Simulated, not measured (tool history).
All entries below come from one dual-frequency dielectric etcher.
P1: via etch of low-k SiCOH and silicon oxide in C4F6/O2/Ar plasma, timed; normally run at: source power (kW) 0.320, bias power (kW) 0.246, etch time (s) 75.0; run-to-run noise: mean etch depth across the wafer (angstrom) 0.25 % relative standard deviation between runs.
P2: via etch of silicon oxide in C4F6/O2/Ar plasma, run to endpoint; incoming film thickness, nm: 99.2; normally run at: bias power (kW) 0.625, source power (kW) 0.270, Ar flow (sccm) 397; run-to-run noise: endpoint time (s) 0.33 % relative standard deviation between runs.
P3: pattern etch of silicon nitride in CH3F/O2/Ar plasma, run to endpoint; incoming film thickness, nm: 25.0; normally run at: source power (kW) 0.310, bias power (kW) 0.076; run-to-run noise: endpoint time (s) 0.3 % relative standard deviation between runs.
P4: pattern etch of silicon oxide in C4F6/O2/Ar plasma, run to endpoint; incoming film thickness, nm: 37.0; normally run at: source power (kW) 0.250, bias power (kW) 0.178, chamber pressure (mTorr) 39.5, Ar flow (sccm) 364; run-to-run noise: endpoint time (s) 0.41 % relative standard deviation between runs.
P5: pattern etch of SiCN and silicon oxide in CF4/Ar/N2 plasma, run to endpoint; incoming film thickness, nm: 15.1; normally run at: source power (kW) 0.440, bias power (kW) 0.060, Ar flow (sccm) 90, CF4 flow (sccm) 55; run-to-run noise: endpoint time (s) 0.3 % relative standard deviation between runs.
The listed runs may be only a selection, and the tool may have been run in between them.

run	hour	process that ran	source power (kW)	bias power (kW)	etch time (s)	Ar flow (sccm)	CF4 flow (sccm)	chamber pressure (mTorr)	hours since the last wet clean	hours since the last source power generator calibration	hours since the last bias power generator calibration	mean etch depth across the wafer (angstrom)	endpoint time (s)
1	5.1	P1	0.320	0.246	75.0				506.3	486.1	2161.8	2121.4	
2	10.4	P1	0.320	0.246	54.0				511.6	491.4	2167.1	1526.1	
3	13.7	P1	0.320	0.306	75.0				514.9	494.7	2170.4	2287.9	
4	17.8	P5	0.440	0.060		90	35		519.0	498.8	2174.5		21.047
5	21.5	P3	0.390	0.076					522.7	502.5	2178.2		35.226
6	25.1	P1	0.320	0.246	75.0				526.3	506.1	2181.8	2126.4	
7	29.7	P2	0.190	0.625		397			530.9	510.7	2186.4		26.968
8	35.1	P5	0.530	0.060		90	55		536.3	516.1	2191.8		16.512
9	37.9	P1	0.320	0.168	97.5				539.1	518.9	2194.6	2430.0	
10	42.3	P1	0.320	0.246	75.0				543.5	523.3	2199.0	2119.0	
11	47.7	P1	0.410	0.246	75.0				548.9	528.7	2204.4	2326.1	
12	51.5	P1	0.320	0.246	75.0				552.7	532.5	2208.2	2123.5	
13	54.3	P5	0.440	0.060		90	55		555.5	535.3	2211.0		19.471
14	57.4	P1	0.320	0.246	75.0				558.6	538.4	2214.1	2123.3	
15	62.8	P1	0.220	0.246	43.5				564.0	543.8	2219.5	1067.7	
16	65.5	P1	0.320	0.246	95.5				566.7	546.5	2222.2	2689.9	
17	68.3	P4	0.250	0.178		364		54.0	569.5	549.3	2225.0		15.753
18	73.2	P3	0.310	0.054					574.4	554.2	2229.9		43.124
19	77.4	P2	0.270	0.625		300			578.6	558.4	2234.1		23.138
20	82.5	P5	0.440	0.085		90	55		583.7	563.5	2239.2		17.383
21	87.8	P4	0.250	0.122		364		39.5	589.0	568.8	2244.5		16.995
22	91.3	P5	0.440	0.060		123	55		592.5	572.3	2248.0		20.516
23	93.8	P1	0.320	0.147	75.0				595.0	574.8	2250.5	1795.0	

Predict the results of run 24:
24	98.0	P4	0.250	0.178		364		39.5	599.2	579.0	2254.7		?

{"run 24": {"endpoint time (s)": 15.185}}
